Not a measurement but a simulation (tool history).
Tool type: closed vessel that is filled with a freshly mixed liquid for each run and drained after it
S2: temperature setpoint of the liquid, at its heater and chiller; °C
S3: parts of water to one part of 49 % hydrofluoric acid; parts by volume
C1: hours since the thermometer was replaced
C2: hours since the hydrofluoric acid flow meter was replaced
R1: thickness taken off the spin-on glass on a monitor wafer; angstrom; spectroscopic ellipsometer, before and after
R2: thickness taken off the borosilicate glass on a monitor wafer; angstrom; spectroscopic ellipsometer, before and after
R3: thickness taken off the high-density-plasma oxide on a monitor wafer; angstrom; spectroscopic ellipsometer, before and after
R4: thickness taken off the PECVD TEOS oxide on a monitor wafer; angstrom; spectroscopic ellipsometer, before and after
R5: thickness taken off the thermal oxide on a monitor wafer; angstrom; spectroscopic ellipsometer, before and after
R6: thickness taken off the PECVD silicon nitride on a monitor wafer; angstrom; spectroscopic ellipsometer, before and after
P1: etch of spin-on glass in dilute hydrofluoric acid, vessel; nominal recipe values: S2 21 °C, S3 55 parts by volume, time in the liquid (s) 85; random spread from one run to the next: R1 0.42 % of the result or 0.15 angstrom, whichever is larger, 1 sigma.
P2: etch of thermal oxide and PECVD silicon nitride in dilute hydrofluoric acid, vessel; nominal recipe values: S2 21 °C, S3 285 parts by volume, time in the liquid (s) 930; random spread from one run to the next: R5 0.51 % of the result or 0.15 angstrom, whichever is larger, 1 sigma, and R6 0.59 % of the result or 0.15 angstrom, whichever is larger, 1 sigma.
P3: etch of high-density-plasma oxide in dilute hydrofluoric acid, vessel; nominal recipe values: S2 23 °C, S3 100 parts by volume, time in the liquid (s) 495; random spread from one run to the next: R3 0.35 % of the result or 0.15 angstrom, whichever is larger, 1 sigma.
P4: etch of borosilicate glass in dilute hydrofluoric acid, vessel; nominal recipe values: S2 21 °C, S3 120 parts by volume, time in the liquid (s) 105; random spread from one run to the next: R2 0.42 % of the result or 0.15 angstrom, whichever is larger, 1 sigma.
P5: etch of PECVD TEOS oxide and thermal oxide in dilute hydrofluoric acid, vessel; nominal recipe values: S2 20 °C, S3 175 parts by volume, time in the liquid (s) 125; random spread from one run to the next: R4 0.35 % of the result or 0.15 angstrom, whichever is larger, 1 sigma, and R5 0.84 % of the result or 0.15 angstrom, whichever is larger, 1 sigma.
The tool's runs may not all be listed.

Run 1, hour 4.5: process that ran P1, S2 21 °C, S3 55 parts by volume, time in the liquid (s) 85; C1 596.9; C2 810.2. Result: R1 334.29 angstrom.
Run 2, hour 9.2: process that ran P1, S2 21 °C, S3 55 parts by volume, time in the liquid (s) 85; C1 601.6; C2 814.9. Result: R1 332.57 angstrom.
Run 3, hour 11.5: process that ran P1, S2 21 °C, S3 85 parts by volume, time in the liquid (s) 85; C1 603.9; C2 817.2. Result: R1 208.89 angstrom.
Run 4, hour 15: process that ran P4, S2 21 °C, S3 180 parts by volume, time in the liquid (s) 105; C1 607.4; C2 820.7. Result: R2 90.473 angstrom.
Run 5, hour 19: process that ran P1, S2 17 °C, S3 55 parts by volume, time in the liquid (s) 85; C1 611.4; C2 824.7. Result: R1 280.74 angstrom.
Run 6, hour 21.5: process that ran P1, S2 21 °C, S3 55 parts by volume, time in the liquid (s) 30; C1 613.9; C2 827.2. Result: R1 117.65 angstrom.
Run 7, hour 24: process that ran P1, S2 21 °C, S3 100 parts by volume, time in the liquid (s) 145; C1 616.4; C2 829.7. Result: R1 296.71 angstrom.
Run 8, hour 28.3: process that ran P3, S2 17 °C, S3 100 parts by volume, time in the liquid (s) 495; C1 620.7; C2 834. Result: R3 185.95 angstrom.
Run 9, hour 31: process that ran P5, S2 20 °C, S3 175 parts by volume, time in the liquid (s) 35; C1 623.4; C2 836.7. Result: R4 30.87 angstrom, R5 7.9835 angstrom.
Run 10, hour 33.7: process that ran P1, S2 21 °C, S3 20 parts by volume, time in the liquid (s) 85; C1 626.1; C2 839.4. Result: R1 959.43 angstrom.
Run 11, hour 37.1: process that ran P4, S2 17 °C, S3 120 parts by volume, time in the liquid (s) 105; C1 629.5; C2 842.8. Result: R2 122.57 angstrom.
Run 12, hour 41.6: process that ran P1, S2 21 °C, S3 55 parts by volume, time in the liquid (s) 85; C1 634; C2 847.3. Result: R1 335.76 angstrom.
Run 13, hour 45.3: process that ran P4, S2 21 °C, S3 120 parts by volume, time in the liquid (s) 55; C1 637.7; C2 851. Result: R2 75.805 angstrom.
Run 14, hour 49.7: process that ran P2, S2 21 °C, S3 285 parts by volume, time in the liquid (s) 930; C1 642.1; C2 855.4. Result: R5 119.96 angstrom, R6 47.286 angstrom.
Run 15, hour 52.6: process that ran P1, S2 21 °C, S3 55 parts by volume, time in the liquid (s) 85; C1 645; C2 858.3. Result: R1 331.8 angstrom.
Run 16, hour 56.7: process that ran P1, S2 21 °C, S3 55 parts by volume, time in the liquid (s) 85; C1 649.1; C2 862.4. Result: R1 333.35 angstrom.
Run 17, hour 59.8: process that ran P2, S2 21 °C, S3 285 parts by volume, time in the liquid (s) 930; C1 652.2; C2 865.5. Result: R5 118.47 angstrom, R6 47.033 angstrom.
Run 18, hour 64.2: process that ran P3, S2 23 °C, S3 140 parts by volume, time in the liquid (s) 495; C1 656.6; C2 869.9. Result: R3 161.9 angstrom.
Run 19, hour 68.4: process that ran P1, S2 28 °C, S3 95 parts by volume, time in the liquid (s) 85; C1 660.8; C2 874.1. Result: R1 243.19 angstrom.
Run 20, hour 71.6: process that ran P1, S2 21 °C, S3 25 parts by volume, time in the liquid (s) 125; C1 664; C2 877.3. Result: R1 1124.9 angstrom.
Run 21, hour 76.5: process that ran P5, S2 20 °C, S3 110 parts by volume, time in the liquid (s) 125; C1 668.9; C2 882.2. Result: R4 186.43 angstrom, R5 49.096 angstrom.
Run 22, hour 79.8: process that ran P1, S2 29 °C, S3 55 parts by volume, time in the liquid (s) 85; C1 672.2; C2 885.5. Result: R1 462.96 angstrom.
At hour 81.5: hydrofluoric acid flow meter replaced.
Run 23, hour 84.7: process that ran P1, S2 21 °C, S3 55 parts by volume, time in the liquid (s) 165; C1 677.1; C2 3.2. Result: R1 643.8 angstrom.
Run 24, hour 89.2: process that ran P5, S2 20 °C, S3 175 parts by volume, time in the liquid (s) 125; C1 681.6; C2 7.7. Result: R4 109.05 angstrom, R5 29.267 angstrom.
Run 25, hour 94.4: process that ran P2, S2 21 °C, S3 285 parts by volume, time in the liquid (s) 30; C1 686.8; C2 12.9. Result: R5 3.8866 angstrom, R6 1.618 angstrom.

What does the tool deliver on the next run?
Run 26, hour 98.3: process that ran P5, S2 25.5 °C, S3 175 parts by volume, time in the liquid (s) 125; C1 690.7; C2 16.8. Result: R4 ?, R5 ?.

{"run 26": {"R4": 134.6, "R5": 35.449}}

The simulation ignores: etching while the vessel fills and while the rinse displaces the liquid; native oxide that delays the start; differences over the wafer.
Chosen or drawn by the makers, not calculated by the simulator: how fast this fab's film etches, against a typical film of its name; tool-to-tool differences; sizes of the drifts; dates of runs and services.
